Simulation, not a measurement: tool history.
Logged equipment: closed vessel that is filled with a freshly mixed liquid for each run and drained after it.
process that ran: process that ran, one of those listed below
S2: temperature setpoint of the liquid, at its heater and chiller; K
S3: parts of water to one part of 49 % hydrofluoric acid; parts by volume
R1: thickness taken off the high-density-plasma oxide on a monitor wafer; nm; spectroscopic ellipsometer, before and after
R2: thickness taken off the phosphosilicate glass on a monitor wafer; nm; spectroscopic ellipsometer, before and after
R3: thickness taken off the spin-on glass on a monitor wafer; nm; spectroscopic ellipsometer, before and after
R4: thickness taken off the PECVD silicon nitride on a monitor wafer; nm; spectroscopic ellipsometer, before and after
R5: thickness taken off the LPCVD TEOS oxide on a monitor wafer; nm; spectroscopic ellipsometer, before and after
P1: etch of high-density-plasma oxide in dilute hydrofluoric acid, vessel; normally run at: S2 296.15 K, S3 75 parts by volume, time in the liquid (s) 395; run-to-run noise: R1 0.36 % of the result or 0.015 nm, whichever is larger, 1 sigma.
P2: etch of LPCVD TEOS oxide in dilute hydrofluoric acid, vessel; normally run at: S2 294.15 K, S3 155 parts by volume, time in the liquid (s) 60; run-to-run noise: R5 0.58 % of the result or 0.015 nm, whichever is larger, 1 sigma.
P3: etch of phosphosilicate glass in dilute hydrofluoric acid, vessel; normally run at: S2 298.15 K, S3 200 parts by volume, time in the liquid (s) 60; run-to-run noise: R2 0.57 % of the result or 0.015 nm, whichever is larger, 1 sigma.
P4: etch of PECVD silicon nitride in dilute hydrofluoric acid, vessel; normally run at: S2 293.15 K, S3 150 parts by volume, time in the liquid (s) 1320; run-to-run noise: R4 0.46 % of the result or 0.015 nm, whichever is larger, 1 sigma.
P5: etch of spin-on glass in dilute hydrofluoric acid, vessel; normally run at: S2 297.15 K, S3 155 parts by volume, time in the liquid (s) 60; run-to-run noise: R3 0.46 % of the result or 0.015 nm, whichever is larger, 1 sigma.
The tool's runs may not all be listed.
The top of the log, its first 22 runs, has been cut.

run 23 hour=244.4 | process_that_ran=P2 S2=290.15 S3=155 time_in_the_liquid_(s)=60 | R5=7.3282
run 24 hour=257.5 | process_that_ran=P1 S2=296.15 S3=110 time_in_the_liquid_(s)=395 | R1=25.535
run 25 hour=267.3 | process_that_ran=P5 S2=297.15 S3=155 time_in_the_liquid_(s)=115 | R3=19.224
run 26 hour=279.5 | process_that_ran=P1 S2=296.15 S3=75 time_in_the_liquid_(s)=660 | R1=65.031
run 27 hour=286.4 | process_that_ran=P5 S2=297.15 S3=70 time_in_the_liquid_(s)=60 | R3=24.701
run 28 hour=298.4 | process_that_ran=P5 S2=304.65 S3=155 time_in_the_liquid_(s)=60 | R3=13.241
run 29 hour=312.9 | process_that_ran=P3 S2=303.65 S3=200 time_in_the_liquid_(s)=60 | R2=40.202
run 30 hour=328.4 | process_that_ran=P4 S2=290.15 S3=150 time_in_the_liquid_(s)=1320 | R4=14.109
run 31 hour=336.5 | process_that_ran=P2 S2=294.15 S3=155 time_in_the_liquid_(s)=60 | R5=8.5663
run 32 hour=349.5 | process_that_ran=P1 S2=296.15 S3=75 time_in_the_liquid_(s)=395 | R1=38.948
run 33 hour=364.5 | process_that_ran=P1 S2=296.15 S3=75 time_in_the_liquid_(s)=395 | R1=40.337
run 34 hour=374.9 | process_that_ran=P1 S2=296.15 S3=75 time_in_the_liquid_(s)=395 | R1=41.037
run 35 hour=388.3 | process_that_ran=P1 S2=296.15 S3=75 time_in_the_liquid_(s)=395 | R1=41.451
run 36 hour=399.1 | process_that_ran=P1 S2=296.15 S3=75 time_in_the_liquid_(s)=395 | R1=41.902
run 37 hour=414.6 | process_that_ran=P1 S2=296.15 S3=75 time_in_the_liquid_(s)=395 | R1=42.323
run 38 hour=427.4 | process_that_ran=P1 S2=296.15 S3=75 time_in_the_liquid_(s)=395 | R1=42.289

What will run 39 give?
run 39 hour=440.2 | process_that_ran=P1 S2=296.15 S3=75 time_in_the_liquid_(s)=395 | R1=?

{"run 39": {"R1": 42.369}}
